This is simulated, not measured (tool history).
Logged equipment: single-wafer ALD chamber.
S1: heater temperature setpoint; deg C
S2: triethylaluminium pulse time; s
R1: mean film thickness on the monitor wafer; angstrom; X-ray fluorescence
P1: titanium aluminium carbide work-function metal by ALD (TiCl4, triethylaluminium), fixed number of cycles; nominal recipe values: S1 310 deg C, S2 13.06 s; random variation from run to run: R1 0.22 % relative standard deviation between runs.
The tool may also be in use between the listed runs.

run	day	S1	S2	R1
1	0.108	310	13.06	22.209
2	0.254	310	13.06	22.149
3	0.408	310	13.06	22.147
4	0.554	327	13.06	23.769
5	0.704	299	18.57	21.442
# day 0.812: triethylaluminium bottle replaced
6	0.825	310	21.55	22.435
7	1.025	310	13.06	22.243
8	1.204	310	13.06	22.277
9	1.375	292	18.13	20.786
10	1.504	310	6.27	19.865
11	1.654	285	13.06	20.002
12	1.792	310	13.06	22.156
13	1.917	310	13.06	22.176

Run 14, settings as shown, results not yet in. Your forecast:
14	2.092	310	13.06	?

For run 14 the tool returned R1 22.068 angstrom.

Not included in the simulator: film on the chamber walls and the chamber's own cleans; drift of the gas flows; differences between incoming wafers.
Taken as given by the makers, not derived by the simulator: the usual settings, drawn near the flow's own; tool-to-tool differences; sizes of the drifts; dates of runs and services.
